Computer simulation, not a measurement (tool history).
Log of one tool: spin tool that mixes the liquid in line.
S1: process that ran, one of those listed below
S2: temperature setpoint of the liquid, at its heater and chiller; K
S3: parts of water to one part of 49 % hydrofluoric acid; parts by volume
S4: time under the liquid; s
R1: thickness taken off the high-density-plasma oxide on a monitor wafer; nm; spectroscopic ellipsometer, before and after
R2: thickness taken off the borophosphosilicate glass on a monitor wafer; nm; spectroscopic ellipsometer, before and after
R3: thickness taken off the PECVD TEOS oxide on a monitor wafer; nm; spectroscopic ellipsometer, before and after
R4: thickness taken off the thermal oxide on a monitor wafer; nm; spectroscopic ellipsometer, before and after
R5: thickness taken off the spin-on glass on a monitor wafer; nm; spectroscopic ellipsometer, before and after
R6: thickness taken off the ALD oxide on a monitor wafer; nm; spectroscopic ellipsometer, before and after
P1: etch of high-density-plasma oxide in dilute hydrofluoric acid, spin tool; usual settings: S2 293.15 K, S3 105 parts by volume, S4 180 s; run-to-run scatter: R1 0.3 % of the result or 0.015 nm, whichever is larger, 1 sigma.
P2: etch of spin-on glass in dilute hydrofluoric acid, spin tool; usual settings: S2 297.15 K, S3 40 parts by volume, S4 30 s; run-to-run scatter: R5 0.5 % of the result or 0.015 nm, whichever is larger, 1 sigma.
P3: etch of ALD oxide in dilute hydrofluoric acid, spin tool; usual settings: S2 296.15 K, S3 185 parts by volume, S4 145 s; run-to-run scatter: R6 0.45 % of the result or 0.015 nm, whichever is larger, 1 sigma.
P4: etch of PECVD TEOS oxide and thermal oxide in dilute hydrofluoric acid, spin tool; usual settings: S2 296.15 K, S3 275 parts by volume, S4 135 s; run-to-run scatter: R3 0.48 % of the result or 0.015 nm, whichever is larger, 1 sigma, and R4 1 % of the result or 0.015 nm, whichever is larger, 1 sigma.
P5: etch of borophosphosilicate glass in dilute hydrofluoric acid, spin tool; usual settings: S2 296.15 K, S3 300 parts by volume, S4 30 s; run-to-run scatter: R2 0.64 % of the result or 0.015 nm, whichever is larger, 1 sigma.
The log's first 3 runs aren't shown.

| run | day | S1 | S2 | S3 | S4 | R1 | R2 | R3 | R4 | R5 | R6 |
|---|---|---|---|---|---|---|---|---|---|---|---|
| 4 | 1.742 | P5 | 296.15 | 300 | 30 |  | 4.7099 |  |  |  |  |
| 5 | 2.033 | P4 | 296.15 | 105 | 135 |  |  | 14.23 | 6.3458 |  |  |
| 6 | 2.338 | P2 | 303.15 | 40 | 30 |  |  |  |  | 37.645 |  |
| 7 | 2.85 | P1 | 293.15 | 105 | 180 | 14.485 |  |  |  |  |  |
| 8 | 3.321 | P5 | 296.15 | 300 | 30 |  | 4.666 |  |  |  |  |
| 9 | 3.9 | P1 | 293.15 | 105 | 180 | 14.586 |  |  |  |  |  |
| 10 | 4.446 | P1 | 293.15 | 105 | 180 | 14.508 |  |  |  |  |  |
| 11 | 5.012 | P4 | 296.15 | 275 | 135 |  |  | 4.5195 | 2.0625 |  |  |
| 12 | 5.604 | P4 | 301.15 | 275 | 135 |  |  | 5.2938 | 2.3874 |  |  |
| 13 | 5.975 | P1 | 293.15 | 105 | 270 | 21.844 |  |  |  |  |  |
| 14 | 6.538 | P5 | 303.15 | 300 | 30 |  | 5.9158 |  |  |  |  |
| 15 | 6.821 | P3 | 296.15 | 185 | 145 |  |  |  |  |  | 11.212 |
| 16 | 7.283 | P3 | 302.15 | 185 | 145 |  |  |  |  |  | 13.91 |
| 17 | 7.708 | P4 | 296.15 | 275 | 25 |  |  | 0.8058 | 0.36955 |  |  |
| 18 | 8.283 | P1 | 300.65 | 105 | 180 | 19.568 |  |  |  |  |  |
| 19 | 8.779 | P1 | 293.15 | 105 | 15 | 1.1956 |  |  |  |  |  |
| 20 | 9.371 | P1 | 293.15 | 105 | 180 | 14.492 |  |  |  |  |  |
| 21 | 9.879 | P2 | 297.15 | 40 | 45 |  |  |  |  | 44.147 |  |
| 22 | 10.433 | P3 | 296.15 | 185 | 145 |  |  |  |  |  | 11.13 |

Run 23 comes next. What will it give?
| 23 | 10.938 | P5 | 296.15 | 300 | 55 |  | ? |  |  |  |  |

R2: 8.4983 nm

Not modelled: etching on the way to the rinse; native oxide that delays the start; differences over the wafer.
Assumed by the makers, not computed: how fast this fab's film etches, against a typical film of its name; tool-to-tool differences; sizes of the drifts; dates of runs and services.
